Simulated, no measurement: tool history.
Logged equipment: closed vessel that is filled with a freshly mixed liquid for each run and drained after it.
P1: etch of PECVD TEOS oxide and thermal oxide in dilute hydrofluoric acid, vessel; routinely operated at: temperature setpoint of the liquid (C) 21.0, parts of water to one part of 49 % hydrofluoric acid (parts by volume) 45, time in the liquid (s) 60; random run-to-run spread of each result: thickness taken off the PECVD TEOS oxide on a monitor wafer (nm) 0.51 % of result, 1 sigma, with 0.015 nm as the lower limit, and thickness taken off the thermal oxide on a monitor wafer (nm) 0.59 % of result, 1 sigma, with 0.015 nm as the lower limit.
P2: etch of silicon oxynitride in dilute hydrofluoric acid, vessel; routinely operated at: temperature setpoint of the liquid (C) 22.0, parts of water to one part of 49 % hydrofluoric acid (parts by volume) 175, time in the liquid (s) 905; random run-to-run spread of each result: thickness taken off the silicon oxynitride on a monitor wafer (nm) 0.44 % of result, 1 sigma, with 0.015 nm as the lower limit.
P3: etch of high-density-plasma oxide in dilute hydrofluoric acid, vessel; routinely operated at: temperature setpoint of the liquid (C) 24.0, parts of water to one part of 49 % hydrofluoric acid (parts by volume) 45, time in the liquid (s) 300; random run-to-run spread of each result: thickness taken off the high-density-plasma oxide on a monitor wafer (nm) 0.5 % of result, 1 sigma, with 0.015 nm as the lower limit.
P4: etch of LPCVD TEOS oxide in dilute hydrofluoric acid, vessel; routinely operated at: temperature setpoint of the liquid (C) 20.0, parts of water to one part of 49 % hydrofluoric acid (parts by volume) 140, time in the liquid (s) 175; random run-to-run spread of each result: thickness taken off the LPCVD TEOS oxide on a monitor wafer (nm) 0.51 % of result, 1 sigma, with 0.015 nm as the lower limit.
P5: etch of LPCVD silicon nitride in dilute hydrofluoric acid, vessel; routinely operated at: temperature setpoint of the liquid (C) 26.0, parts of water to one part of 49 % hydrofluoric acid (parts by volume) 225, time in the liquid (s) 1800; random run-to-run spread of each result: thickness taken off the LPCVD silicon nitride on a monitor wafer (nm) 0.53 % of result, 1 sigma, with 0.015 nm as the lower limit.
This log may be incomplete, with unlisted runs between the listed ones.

run   hour  process that ran  temperature setpoint of the liquid (C)  parts of water to one part of 49 % hydrofluoric acid (parts by volume)  time in the liquid (s)  hours since the thermometer was replaced  hours since the hydrofluoric acid flow meter was replaced  thickness taken off the PECVD TEOS oxide on a monitor wafer (nm)  thickness taken off the thermal oxide on a monitor wafer (nm)  thickness taken off the silicon oxynitride on a monitor wafer (nm)  thickness taken off the LPCVD silicon nitride on a monitor wafer (nm)  thickness taken off the LPCVD TEOS oxide on a monitor wafer (nm)  thickness taken off the high-density-plasma oxide on a monitor wafer (nm)
  1   11.3                P1                                    21.0                                                                      45                      60                                     479.7                                                     1573.9                                                            23.878                                                         5.7705
  2   25.9                P1                                    21.0                                                                      45                      30                                     494.3                                                     1588.5                                                            11.945                                                         2.9103
  3   33.8                P2                                    22.0                                                                     175                     480                                     502.2                                                     1596.4                                                                                                                                                                                               4.4752
  4   41.6                P5                                    26.0                                                                     225                    3535                                     510.0                                                     1604.2                                                                                                                                                                                                                                                                      8.9788
  5   55.3                P4                                    17.0                                                                     140                     175                                     523.7                                                     1617.9                                                                                                                                                                                                                                                                                                                                       15.1520
  6   61.9                P1                                    28.5                                                                      45                      60                                     530.3                                                     1624.5                                                            32.123                                                         7.8815
  7   71.1                P1                                    21.0                                                                      45                     110                                     539.5                                                     1633.7                                                            43.437                                                        10.5770
  8   82.5                P1                                    21.0                                                                      70                      60                                     550.9                                                     1645.1                                                            14.829                                                         3.6202
  9   90.5                P1                                    21.0                                                                      45                      60                                     558.9                                                     1653.1                                                            23.487                                                         5.8228
 10  102.1                P1                                    21.0                                                                      75                      95                                     570.5                                                     1664.7                                                            21.542                                                         5.2542
 11  114.3                P1                                    17.0                                                                      45                      60                                     582.7                                                     1676.9                                                            20.001                                                         4.8826
 12  127.7                P3                                    24.0                                                                      45                     595                                     596.1                                                     1690.3                                                                                                                                                                                                                                                                                                                                                                                                                   71.833
 13  136.5                P2                                    22.0                                                                      60                     905                                     604.9                                                     1699.1                                                                                                                                                                                              27.0980
 14  143.9                P4                                    20.0                                                                     140                     175                                     612.3                                                     1706.5                                                                                                                                                                                                                                                                                                                                       17.3300
 15  154.8                P1                                    21.0                                                                      20                      60                                     623.2                                                     1717.4                                                            54.838                                                        13.6010
 16  163.3                P5                                    26.0                                                                     225                    1800                                     631.7                                                     1725.9                                                                                                                                                                                                                                                                      4.5399
 17  171.2                P2                                    22.0                                                                     175                     905                                     639.6                                                     1733.8                                                                                                                                                                                               8.4063
 18  181.0                P4                                    20.0                                                                     140                      75                                     649.4                                                     1743.6                                                                                                                                                                                                                                                                                                                                        7.2657
 19  192.9                P4                                    20.0                                                                      35                     175                                     661.3                                                     1755.5                                                                                                                                                                                                                                                                                                                                       76.7000
 20  203.7                P3                                    32.0                                                                      45                     300                                     672.1                                                     1766.3                                                                                                                                                                                                                                                                                                                                                                                                                   49.169
 21  213.4                P4                                    20.0                                                                     140                     175                                     681.8                                                     1776.0                                                                                                                                                                                                                                                                                                                                       17.1020
 22  225.0                P3                                    24.0                                                                      70                     300                                     693.4                                                     1787.6                                                                                                                                                                                                                                                                                                                                                                                                                   22.281
 23  232.3                P1                                    21.0                                                                      45                      60                                     700.7                                                     1794.9                                                            23.757                                                         5.8441
 24  244.9                P3                                    24.0                                                                      45                     300                                     713.3                                                     1807.5                                                                                                                                                                                                                                                                                                                                                                                                                   35.921
 25  259.0                P5                                    26.0                                                                     385                    1800                                     727.4                                                     1821.6                                                                                                                                                                                                                                                                      2.6363
 26  269.4                P2                                    27.0                                                                     175                     905                                     737.8                                                     1832.0                                                                                                                                                                                              10.5490
 27  277.2                P5                                    30.5                                                                     225                    1800                                     745.6                                                     1839.8                                                                                                                                                                                                                                                                      5.9396
 28  290.9                P1                                    21.0                                                                      45                      60                                     759.3                                                     1853.5                                                            23.656                                                         5.7693
 29  299.8                P1                                    21.0                                                                      45                      60                                     768.2                                                     1862.4                                                            23.442                                                         5.7964
 30  308.8                P1                                    21.0                                                                      45                      60                                     777.2                                                     1871.4                                                            24.357                                                         5.9144
 31  320.5                P1                                    21.0                                                                      45                      60                                     788.9                                                     1883.1                                                            24.820                                                         6.1192
 32  327.1                P1                                    21.0                                                                      45                      60                                     795.5                                                     1889.7                                                            24.895                                                         6.1019
 33  339.8                P1                                    21.0                                                                      45                      60                                     808.2                                                     1902.4                                                            25.269                                                         6.1623
 34  347.2                P1                                    21.0                                                                      45                      60                                     815.6                                                     1909.8                                                            25.297                                                         6.2264
 35  359.0                P1                                    21.0                                                                      45                      60                                     827.4                                                     1921.6                                                            25.313                                                         6.2234
 36  370.4                P1                                    21.0                                                                      45                      60                                     838.8                                                     1933.0                                                            25.383                                                         6.2132
 37  384.1                P1                                    21.0                                                                      45                      60                                     852.5                                                     1946.7                                                            25.438                                                         6.2338

Something has made what P1 gives creep away from where it was; the 2 causes below, each at its own stated size, fit the log equally well:
A: liquid hotter than its thermometer reads (K) = 1.74
B: hydrofluoric acid flow above the setpoint (%) = 7.16
The process output started creeping at around hour 299.8.

Which of the 4 check runs listed below, each an average over 2 wafers with its results shown as question marks, gives clearly different results under the different listed causes?
check 1  397.8                P3                                    30.0                                                                      45                     300                                                                                                                                                                                                                                                                                                                                                                                                                                                                                                                             ?
check 2  397.8                P4                                    20.0                                                                      85                     175                                                                                                                                                                                                                                                                                                                                                                                                                                                  ?
check 3  397.8                P2                                    27.0                                                                     175                     570                                                                                                                                                                                                                                                                                                         ?
check 4  397.8                P5                                    26.0                                                                     350                    3465                                                                                                                                                                                                                                                                                                                                                                                ?

Predicted outcomes, by check and by cause:
  check                                                                     result     if A     if B
check 1  thickness taken off the high-density-plasma oxide on a monitor wafer (nm)   48.862   49.145
check 2           thickness taken off the LPCVD TEOS oxide on a monitor wafer (nm)  32.1310  32.2610
check 3         thickness taken off the silicon oxynitride on a monitor wafer (nm)   7.1780   7.2026
check 4      thickness taken off the LPCVD silicon nitride on a monitor wafer (nm)   6.2050   6.0096
Distance between the nearest two causes, measured in the result of the check that separates them most: check 1 0.58 %; check 2 0.41 %; check 3 0.34 %; check 4 3.2 %
Of the check runs offered, only check 4 discriminates between the causes; the rest would read about the same regardless of which cause applies.

Check 4 was carried out, with these results: thickness taken off the LPCVD silicon nitride on a monitor wafer (nm) 6.0375. Which of the listed causes is responsible?

It was cause B: hydrofluoric acid flow above the setpoint (%).
